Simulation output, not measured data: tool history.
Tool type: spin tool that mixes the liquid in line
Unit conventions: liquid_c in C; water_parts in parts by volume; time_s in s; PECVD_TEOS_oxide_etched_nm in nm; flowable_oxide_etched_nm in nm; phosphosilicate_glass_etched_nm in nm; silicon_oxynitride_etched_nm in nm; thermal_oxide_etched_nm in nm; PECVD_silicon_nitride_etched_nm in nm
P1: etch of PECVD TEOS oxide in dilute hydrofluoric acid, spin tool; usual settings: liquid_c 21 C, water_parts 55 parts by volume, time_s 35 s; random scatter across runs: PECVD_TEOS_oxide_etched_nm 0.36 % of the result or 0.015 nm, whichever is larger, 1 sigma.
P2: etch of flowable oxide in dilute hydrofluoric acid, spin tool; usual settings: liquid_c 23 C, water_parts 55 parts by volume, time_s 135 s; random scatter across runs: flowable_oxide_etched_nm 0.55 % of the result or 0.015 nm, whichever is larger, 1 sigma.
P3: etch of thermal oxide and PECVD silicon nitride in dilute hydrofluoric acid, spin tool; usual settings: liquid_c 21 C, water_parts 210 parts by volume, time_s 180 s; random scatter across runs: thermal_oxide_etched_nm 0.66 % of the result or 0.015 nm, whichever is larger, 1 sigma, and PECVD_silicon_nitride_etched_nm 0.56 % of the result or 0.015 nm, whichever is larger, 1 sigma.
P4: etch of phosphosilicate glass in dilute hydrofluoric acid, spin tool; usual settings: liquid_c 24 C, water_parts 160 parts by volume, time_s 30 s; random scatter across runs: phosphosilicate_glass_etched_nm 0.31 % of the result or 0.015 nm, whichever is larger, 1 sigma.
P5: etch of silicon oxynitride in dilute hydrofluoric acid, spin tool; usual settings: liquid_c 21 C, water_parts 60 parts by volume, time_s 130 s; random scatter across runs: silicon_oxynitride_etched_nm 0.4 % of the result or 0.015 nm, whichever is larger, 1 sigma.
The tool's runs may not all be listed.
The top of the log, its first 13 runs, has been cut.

run   hour  process  liquid_c  water_parts  time_s  PECVD_TEOS_oxide_etched_nm  flowable_oxide_etched_nm  phosphosilicate_glass_etched_nm  silicon_oxynitride_etched_nm  thermal_oxide_etched_nm  PECVD_silicon_nitride_etched_nm
 14  179.7       P5        21           60     130                                                                                                               9.2327
 15  195.1       P1        21           55      60                      17.151
 16  209.1       P3        21          210      40                                                                                                                                       0.69527                           0.8661
 17  218.9       P1      26.5           55      35                      12.513
     222.8  -- hydrofluoric acid flow meter replaced
 18  228.2       P4      17.5          160      30                                                                                 14.143
     231.7  -- thermometer replaced
 19  245.9       P1        21           85      50                      8.9051
 20  257.4       P4        24           55      30                                                                                 60.472
 21  270.5       P1        21           20      35                      28.672
 22  284.7       P2        23           55     135                                                 56.69
 23  293.5       P5        28           60     130                                                                                                               12.825
 24  307.5       P1        21          100      35                      5.2257
 25  319.4       P5        21           60     130                                                                                                               9.2019
 26  332.2       P1        21           55      35                      10.033
 27  347.1       P1        21           55      35                      10.007

Run 28 comes next. What will it give?
 28  359.2       P1        21           55      35                           ?

Run 28 gave PECVD_TEOS_oxide_etched_nm 9.9254 nm.

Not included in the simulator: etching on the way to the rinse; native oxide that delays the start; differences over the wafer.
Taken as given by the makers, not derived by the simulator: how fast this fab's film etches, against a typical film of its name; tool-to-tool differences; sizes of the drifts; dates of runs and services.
